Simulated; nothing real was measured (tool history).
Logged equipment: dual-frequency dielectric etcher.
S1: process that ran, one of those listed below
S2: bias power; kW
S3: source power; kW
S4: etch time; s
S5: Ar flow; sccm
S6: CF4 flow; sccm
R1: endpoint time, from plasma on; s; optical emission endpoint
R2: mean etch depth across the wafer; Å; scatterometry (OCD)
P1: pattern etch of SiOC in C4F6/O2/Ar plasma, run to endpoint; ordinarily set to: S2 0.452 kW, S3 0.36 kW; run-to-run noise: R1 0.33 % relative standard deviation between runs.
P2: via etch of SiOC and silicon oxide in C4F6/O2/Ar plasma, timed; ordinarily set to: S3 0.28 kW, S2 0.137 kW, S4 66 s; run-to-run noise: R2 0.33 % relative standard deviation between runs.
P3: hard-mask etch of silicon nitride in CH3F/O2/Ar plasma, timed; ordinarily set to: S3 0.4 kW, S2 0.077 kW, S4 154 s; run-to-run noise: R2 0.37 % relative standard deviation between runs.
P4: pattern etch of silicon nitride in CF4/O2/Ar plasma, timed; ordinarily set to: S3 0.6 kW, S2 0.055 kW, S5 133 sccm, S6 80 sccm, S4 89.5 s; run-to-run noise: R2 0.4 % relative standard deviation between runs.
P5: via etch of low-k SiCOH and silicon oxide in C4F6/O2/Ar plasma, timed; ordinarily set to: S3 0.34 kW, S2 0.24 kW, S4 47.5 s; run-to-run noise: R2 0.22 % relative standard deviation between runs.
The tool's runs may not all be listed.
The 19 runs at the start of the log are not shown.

run   hour  S1     S2    S3    S4   S5  S6      R1      R2
 20  102.5  P1  0.548  0.36                 14.591
 21  108.7  P2  0.137  0.33    66                   647.51
 22  115.5  P5   0.24  0.41  47.5                   1267.8
 23  119.4  P4  0.055   0.6  55.5  133  80          1191.9
 24  123.7  P1  0.376  0.44                  15.59
 25  128.5  P4  0.034   0.6  89.5  133  80          1605.5
 26  132.4  P5   0.24  0.34  27.5                   680.21
 27  137.6  P5  0.292  0.34  47.5                   1264.5
 28  143.7  P4  0.055   0.6  89.5  133  80          1920.1

For run 29, what comes out?
 29  150.6  P2  0.137  0.28  66               ?

{"run 29": {"R2": 604.28}}

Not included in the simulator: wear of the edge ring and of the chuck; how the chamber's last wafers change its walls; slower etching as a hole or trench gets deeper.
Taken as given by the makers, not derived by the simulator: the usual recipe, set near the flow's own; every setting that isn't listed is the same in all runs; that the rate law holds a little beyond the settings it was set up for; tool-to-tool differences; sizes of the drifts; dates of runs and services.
